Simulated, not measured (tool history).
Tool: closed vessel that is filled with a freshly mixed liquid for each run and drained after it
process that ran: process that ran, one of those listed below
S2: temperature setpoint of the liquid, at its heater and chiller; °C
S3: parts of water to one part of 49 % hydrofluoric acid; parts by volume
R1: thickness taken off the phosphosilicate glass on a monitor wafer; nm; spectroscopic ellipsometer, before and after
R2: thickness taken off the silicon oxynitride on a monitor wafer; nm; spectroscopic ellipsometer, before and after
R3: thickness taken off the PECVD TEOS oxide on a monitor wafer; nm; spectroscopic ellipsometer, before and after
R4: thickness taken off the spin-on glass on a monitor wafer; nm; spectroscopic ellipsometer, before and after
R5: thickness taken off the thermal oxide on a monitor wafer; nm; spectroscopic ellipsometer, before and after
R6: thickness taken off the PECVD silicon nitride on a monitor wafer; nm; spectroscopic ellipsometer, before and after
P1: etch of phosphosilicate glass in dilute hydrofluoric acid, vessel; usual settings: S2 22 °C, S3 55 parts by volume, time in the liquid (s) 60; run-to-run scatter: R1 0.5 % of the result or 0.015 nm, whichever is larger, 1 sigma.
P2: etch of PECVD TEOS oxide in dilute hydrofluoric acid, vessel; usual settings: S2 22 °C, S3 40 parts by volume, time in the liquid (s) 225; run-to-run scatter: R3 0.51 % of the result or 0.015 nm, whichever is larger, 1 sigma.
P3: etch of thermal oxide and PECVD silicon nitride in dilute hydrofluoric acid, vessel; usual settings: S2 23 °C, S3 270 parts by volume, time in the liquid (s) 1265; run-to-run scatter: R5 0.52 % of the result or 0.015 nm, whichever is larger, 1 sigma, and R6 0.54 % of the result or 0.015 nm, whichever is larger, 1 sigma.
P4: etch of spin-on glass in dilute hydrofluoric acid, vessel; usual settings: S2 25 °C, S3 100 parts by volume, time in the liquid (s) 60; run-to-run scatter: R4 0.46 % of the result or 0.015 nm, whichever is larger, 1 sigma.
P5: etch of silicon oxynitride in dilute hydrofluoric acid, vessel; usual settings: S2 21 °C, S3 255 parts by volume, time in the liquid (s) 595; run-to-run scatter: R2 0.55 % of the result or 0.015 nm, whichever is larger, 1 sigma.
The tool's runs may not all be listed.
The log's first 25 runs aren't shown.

Run 26, hour 382.8: process that ran P1, S2 22 °C, S3 55 parts by volume, time in the liquid (s) 60. Result: R1 101 nm.
Run 27, hour 395.3: process that ran P1, S2 27.5 °C, S3 55 parts by volume, time in the liquid (s) 35. Result: R1 74.192 nm.
Run 28, hour 410.3: process that ran P1, S2 22 °C, S3 55 parts by volume, time in the liquid (s) 60. Result: R1 100.22 nm.
Run 29, hour 419.2: process that ran P1, S2 22 °C, S3 55 parts by volume, time in the liquid (s) 60. Result: R1 101.5 nm.
Run 30, hour 435.8: process that ran P3, S2 17 °C, S3 270 parts by volume, time in the liquid (s) 1265. Result: R5 14.402 nm, R6 16.793 nm.
Run 31, hour 447.2: process that ran P1, S2 22 °C, S3 105 parts by volume, time in the liquid (s) 60. Result: R1 49.913 nm.
Run 32, hour 464.8: process that ran P1, S2 22 °C, S3 55 parts by volume, time in the liquid (s) 60. Result: R1 100.21 nm.
Run 33, hour 481.9: process that ran P1, S2 22 °C, S3 55 parts by volume, time in the liquid (s) 60. Result: R1 98.362 nm.

Forecast run 34:
Run 34, hour 498.6: process that ran P1, S2 22 °C, S3 55 parts by volume, time in the liquid (s) 60. Result: R1 ?.

R1: 97.011 nm

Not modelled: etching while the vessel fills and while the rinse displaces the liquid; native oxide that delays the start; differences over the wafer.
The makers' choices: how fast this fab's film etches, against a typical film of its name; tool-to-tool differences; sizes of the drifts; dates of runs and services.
